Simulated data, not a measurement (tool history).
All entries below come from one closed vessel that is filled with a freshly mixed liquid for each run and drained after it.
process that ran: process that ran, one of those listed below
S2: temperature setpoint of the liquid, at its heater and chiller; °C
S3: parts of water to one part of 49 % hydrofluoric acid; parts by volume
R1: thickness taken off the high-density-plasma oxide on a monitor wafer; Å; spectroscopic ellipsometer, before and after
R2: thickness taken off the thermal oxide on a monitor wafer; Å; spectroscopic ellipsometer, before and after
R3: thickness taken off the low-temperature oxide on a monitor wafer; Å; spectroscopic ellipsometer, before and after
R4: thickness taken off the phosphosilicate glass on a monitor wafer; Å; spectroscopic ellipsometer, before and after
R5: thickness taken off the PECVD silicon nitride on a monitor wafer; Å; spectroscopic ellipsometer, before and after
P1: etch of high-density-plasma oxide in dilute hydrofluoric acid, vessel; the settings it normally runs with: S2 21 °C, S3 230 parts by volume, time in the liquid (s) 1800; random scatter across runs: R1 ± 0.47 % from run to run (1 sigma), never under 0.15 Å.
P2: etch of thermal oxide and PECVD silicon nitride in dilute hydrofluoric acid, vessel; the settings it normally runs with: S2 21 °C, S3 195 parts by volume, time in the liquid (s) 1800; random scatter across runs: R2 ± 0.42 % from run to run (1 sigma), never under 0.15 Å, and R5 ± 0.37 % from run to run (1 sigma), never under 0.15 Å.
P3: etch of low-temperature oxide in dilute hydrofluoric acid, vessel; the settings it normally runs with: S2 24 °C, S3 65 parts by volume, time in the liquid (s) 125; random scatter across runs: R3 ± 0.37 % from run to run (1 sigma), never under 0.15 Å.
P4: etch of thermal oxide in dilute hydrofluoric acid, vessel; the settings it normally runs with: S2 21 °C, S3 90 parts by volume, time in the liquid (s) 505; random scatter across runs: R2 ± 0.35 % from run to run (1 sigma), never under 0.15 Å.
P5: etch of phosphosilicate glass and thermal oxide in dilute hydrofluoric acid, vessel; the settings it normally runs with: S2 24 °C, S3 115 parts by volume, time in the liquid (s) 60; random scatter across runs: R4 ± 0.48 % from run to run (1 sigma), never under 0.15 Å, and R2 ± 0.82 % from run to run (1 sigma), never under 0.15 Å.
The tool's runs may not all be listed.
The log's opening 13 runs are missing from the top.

run 14 hour=110.2 | process_that_ran=P1 S2=21 S3=145 time_in_the_liquid_(s)=1800 | R1=543.29
run 15 hour=118.4 | process_that_ran=P2 S2=21 S3=195 time_in_the_liquid_(s)=1800 | R2=338.58 R5=177.77
run 16 hour=127.6 | process_that_ran=P4 S2=21 S3=90 time_in_the_liquid_(s)=505 | R2=230.18
run 17 hour=136.6 | process_that_ran=P1 S2=21 S3=230 time_in_the_liquid_(s)=30 | R1=5.471
run 18 hour=143.6 | process_that_ran=P1 S2=21 S3=230 time_in_the_liquid_(s)=3415 | R1=595.94
run 19 hour=151.8 | process_that_ran=P4 S2=28.5 S3=90 time_in_the_liquid_(s)=505 | R2=310.18
run 20 hour=161.4 | process_that_ran=P5 S2=24 S3=115 time_in_the_liquid_(s)=60 | R2=24.13 R4=435.4
run 21 hour=166.1 | process_that_ran=P1 S2=27.5 S3=230 time_in_the_liquid_(s)=1800 | R1=394.04
run 22 hour=173 | process_that_ran=P1 S2=26.5 S3=230 time_in_the_liquid_(s)=280 | R1=59.379
run 23 hour=177.9 | process_that_ran=P4 S2=21 S3=160 time_in_the_liquid_(s)=505 | R2=119.52
run 24 hour=184.9 | process_that_ran=P1 S2=21 S3=230 time_in_the_liquid_(s)=1800 | R1=314.03
run 25 hour=191.9 | process_that_ran=P1 S2=21 S3=230 time_in_the_liquid_(s)=1800 | R1=312

Run 26 is up next; what results do you expect?
run 26 hour=198.3 | process_that_ran=P3 S2=30 S3=65 time_in_the_liquid_(s)=125 | R3=?

Run 26 measured R3 610.98 Å.

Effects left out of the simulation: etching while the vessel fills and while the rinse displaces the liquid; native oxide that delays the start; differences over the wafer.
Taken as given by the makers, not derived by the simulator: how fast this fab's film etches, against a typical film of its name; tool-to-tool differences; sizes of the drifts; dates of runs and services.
